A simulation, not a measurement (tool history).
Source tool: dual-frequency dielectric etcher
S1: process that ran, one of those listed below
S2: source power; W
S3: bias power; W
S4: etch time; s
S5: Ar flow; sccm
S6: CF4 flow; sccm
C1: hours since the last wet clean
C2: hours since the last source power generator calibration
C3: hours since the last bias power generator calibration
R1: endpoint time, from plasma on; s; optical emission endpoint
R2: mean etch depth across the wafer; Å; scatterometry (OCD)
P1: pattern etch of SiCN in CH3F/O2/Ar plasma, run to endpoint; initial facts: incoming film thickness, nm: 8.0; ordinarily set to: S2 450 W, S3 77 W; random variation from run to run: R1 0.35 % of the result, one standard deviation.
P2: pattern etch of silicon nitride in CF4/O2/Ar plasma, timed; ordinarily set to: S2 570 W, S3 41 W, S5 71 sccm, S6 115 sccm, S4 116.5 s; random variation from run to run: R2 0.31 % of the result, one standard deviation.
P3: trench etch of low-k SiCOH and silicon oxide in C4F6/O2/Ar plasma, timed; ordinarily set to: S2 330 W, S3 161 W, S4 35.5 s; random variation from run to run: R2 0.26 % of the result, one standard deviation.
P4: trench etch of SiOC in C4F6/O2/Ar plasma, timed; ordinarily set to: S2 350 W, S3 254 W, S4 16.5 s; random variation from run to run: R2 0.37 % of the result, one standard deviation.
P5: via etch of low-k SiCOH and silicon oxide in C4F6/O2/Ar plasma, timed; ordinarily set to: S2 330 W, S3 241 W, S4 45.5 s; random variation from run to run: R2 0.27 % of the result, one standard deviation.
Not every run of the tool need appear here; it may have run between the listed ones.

run,day,S1,S2,S3,S4,S5,S6,C1,C2,C3,R1,R2
1,0.221,P1,450,77,,,,74.5,3784.2,2151.4,20.114,
2,0.612,P4,350,310,16.5,,,83.9,3793.6,2160.8,,396.02
3,0.854,P5,330,241,65.5,,,89.7,3799.4,2166.6,,1612.50
4,1.183,P1,450,62,,,,97.6,3807.3,2174.5,21.585,
5,1.442,P1,320,77,,,,103.8,3813.5,2180.7,22.936,
6,1.725,P5,330,241,45.5,,,110.6,3820.3,2187.5,,1116.30
7,2.088,P4,350,254,16.5,,,119.3,3829.0,2196.2,,369.88
8,2.412,P1,560,64,,,,127.1,3836.8,2204.0,19.822,
9,2.812,P1,450,77,,,,136.7,3846.4,2213.6,20.028,
10,3.104,P1,450,103,,,,143.7,3853.4,2220.6,18.064,
11,3.517,P5,330,241,45.5,,,153.6,3863.3,2230.5,,1126.90
12,3.900,P1,450,77,,,,162.8,3872.5,2239.7,19.991,
13,4.146,P3,330,94,35.5,,,168.7,3878.4,2245.6,,857.79
14,4.329,P1,450,77,,,,173.1,3882.8,2250.0,20.195,
15,4.667,P2,570,41,116.5,90,115,181.2,3890.9,2258.1,,2328.20
16,4.850,P3,330,161,52.5,,,185.6,3895.3,2262.5,,1476.40
17,5.258,P1,630,77,,,,195.4,3905.1,2272.3,17.701,
# day 5.567: bias power generator calibrated
18,5.596,P1,450,77,,,,203.5,3913.2,0.7,20.055,
19,5.900,P2,570,41,116.5,71,115,210.8,3920.5,8.0,,2390.40
20,6.083,P4,260,254,16.5,,,215.2,3924.9,12.4,,331.78
21,6.296,P2,570,41,69.0,71,115,220.3,3930.0,17.5,,1421.10
22,6.575,P2,570,41,116.5,71,79,227.0,3936.7,24.2,,2277.70
23,6.912,P5,430,241,45.5,,,235.1,3944.8,32.3,,1251.30
24,7.188,P3,330,161,35.5,,,241.7,3951.4,38.9,,1008.40
25,7.454,P4,350,254,13.0,,,248.1,3957.8,45.3,,290.74
26,7.667,P3,410,161,35.5,,,253.2,3962.9,50.4,,1092.80
27,8.042,P1,450,77,,,,262.2,3971.9,59.4,20.015,
28,8.400,P1,450,77,,,,270.8,3980.5,68.0,20.162,
29,8.771,P2,700,41,116.5,71,115,279.7,3989.4,76.9,,2873.80
30,9.079,P2,570,53,116.5,71,115,287.1,3996.8,84.3,,2614.90
31,9.262,P5,330,286,45.5,,,291.5,4001.2,88.7,,1193.80
32,9.612,P1,450,77,,,,299.9,4009.6,97.1,20.110,
33,10.021,P1,450,77,,,,309.7,4019.4,106.9,20.363,
34,10.383,P1,450,77,,,,318.4,4028.1,115.6,20.295,
35,10.767,P1,450,77,,,,327.6,4037.3,124.8,20.425,
36,11.117,P1,450,77,,,,336.0,4045.7,133.2,20.529,
# day 11.217: wet clean of the chamber
37,11.388,P1,450,77,,,,4.2,4052.2,139.7,20.416,
38,11.683,P1,450,77,,,,11.3,4059.3,146.8,20.561,
39,12.054,P1,450,77,,,,20.2,4068.2,155.7,20.392,

Something has made what P1 gives creep away from where it was; the 2 causes below, each at its own stated size, fit the log equally well:
A: source power that arrives under what is set, % = 4.51
B: bias power that arrives under what is set, % = 4.77
The creep began at about day 9.612.
The rest of the possible causes, and what rules out each one:
chamber walls in a state that lowers the etch rate, %: serviced at day 11.217, after the drift had started, without restoring the earlier output

Of the 4 check runs listed below, each run on one wafer and each result written as a question mark, which would let you distinguish the listed causes because they would give clearly different results?
check 1,12.425,P4,350,254,16.5,,,,,,,?
check 2,12.425,P3,330,161,35.5,,,,,,,?
check 3,12.425,P2,570,41,116.5,71,115,,,,,?
check 4,12.425,P5,330,241,45.5,,,,,,,?

How each check would come out, cause by cause:
check,result,if A,if B
check 1,R2,363.61,363.94
check 2,R2,983.21,985.97
check 3,R2,2299.60,2356.80
check 4,R2,1104.70,1105.90
Distance between the nearest two causes, measured in the result of the check that separates them most: check 1 0.09 %; check 2 0.28 %; check 3 2.46 %; check 4 0.11 %
Check 3 is the one run that separates the causes; every other check would come out nearly the same whichever cause is at work.

Running check 3 produced the following: R2 2359.10 Å. Which one of the listed causes fits?

B is the cause: bias power that arrives under what is set, %.
